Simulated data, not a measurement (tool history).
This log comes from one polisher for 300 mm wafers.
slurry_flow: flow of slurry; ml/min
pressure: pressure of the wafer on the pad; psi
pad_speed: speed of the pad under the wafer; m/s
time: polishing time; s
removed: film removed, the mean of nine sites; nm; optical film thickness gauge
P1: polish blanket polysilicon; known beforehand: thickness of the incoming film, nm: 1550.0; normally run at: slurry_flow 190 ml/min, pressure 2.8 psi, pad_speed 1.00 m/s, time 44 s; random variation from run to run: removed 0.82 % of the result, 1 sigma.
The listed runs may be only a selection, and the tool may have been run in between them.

run	hour	slurry_flow	pressure	pad_speed	time	wafers polished on this pad	hours since the slurry nozzle was cleaned	hours since the head pressure was calibrated	removed
1	5.3	190	2.8	1.00	44	956	277.8	152.0	403.90
2	15.0	190	2.8	1.00	44	1031	287.5	161.7	404.97
3	20.3	190	2.8	0.76	59	1071	292.8	167.0	414.72
4	27.1	190	4.3	1.00	44	1124	299.6	173.8	612.62
5	34.3	190	1.3	1.00	44	1179	306.8	181.0	187.87
6	41.2	190	2.8	1.00	44	1232	313.7	187.9	401.38
7	46.8	190	2.8	1.36	44	1275	319.3	193.5	548.35
8	56.9	190	2.8	1.00	44	1353	329.4	203.6	399.03
9	66.7	190	2.8	0.50	44	1428	339.2	213.4	201.12
10	75.0	190	2.8	1.00	20	1492	347.5	221.7	183.09
11	84.8	115	2.8	1.00	44	1568	357.3	231.5	365.33
12	90.1	190	2.8	1.00	44	1609	362.6	236.8	407.01
13	96.0	190	2.8	1.00	44	1654	368.5	242.7	407.26
14	107.4	285	2.8	1.00	44	1742	379.9	254.1	428.58
15	116.8	190	2.8	1.00	44	1814	389.3	263.5	403.94
16	122.8	190	2.8	1.00	66	1860	395.3	269.5	601.22
17	132.0	190	2.8	1.00	44	1931	404.5	278.7	406.59
18	140.6	190	2.8	1.00	44	1997	413.1	287.3	393.23
19	150.8	190	2.8	1.00	44	2076	423.3	297.5	387.06
20	157.2	190	2.8	1.00	44	2125	429.7	303.9	378.57
21	163.4	190	2.8	1.00	44	2173	435.9	310.1	377.79
# hour 167.5: worn pad replaced by a new one
22	171.0	190	2.8	1.00	44	27	443.5	317.7	380.70
23	180.2	190	2.8	1.00	44	98	452.7	326.9	373.29

Compared with where it was, what P1 gives has crept away. Each cause listed below fits the log as well as the rest, at the size given for it:
A: slurry flow missing at the pad, % = 31.3
B: head's pressure below its setpoint, % = 6.02
The gradual shift began around hour 132.0.
What rules out each remaining cause:
removal rate lost through wear of the pad, %: its service at hour 167.5 followed the start of the drift and did not put the process back to its old value

Which of the 4 check runs listed below, each an average over 3 wafers with its results shown as question marks, gives clearly different results under the different listed causes?
check 1	189.4	190	1.3	1.00	44				?
check 2	189.4	115	4.1	1.00	44				?
check 3	189.4	190	2.8	1.30	20				?
check 4	189.4	190	2.8	0.80	59				?

Predicted outcomes, by check and by cause:
check	result	if A	if B
check 1	removed	176.22	176.21
check 2	removed	491.07	508.78
check 3	removed	224.28	224.27
check 4	removed	407.15	407.14
Minimum pairwise separation of causes per check, each pair taken at its best-separating result: check 1 0 %; check 2 3.54 %; check 3 0 %; check 4 0 %
Of the check runs offered, only check 2 discriminates between the causes; the rest would read about the same regardless of which cause applies.

With check 2 done, the readings were: removed 510.45 nm. Identify which of the listed causes applies.

B is the cause: head's pressure below its setpoint, %.

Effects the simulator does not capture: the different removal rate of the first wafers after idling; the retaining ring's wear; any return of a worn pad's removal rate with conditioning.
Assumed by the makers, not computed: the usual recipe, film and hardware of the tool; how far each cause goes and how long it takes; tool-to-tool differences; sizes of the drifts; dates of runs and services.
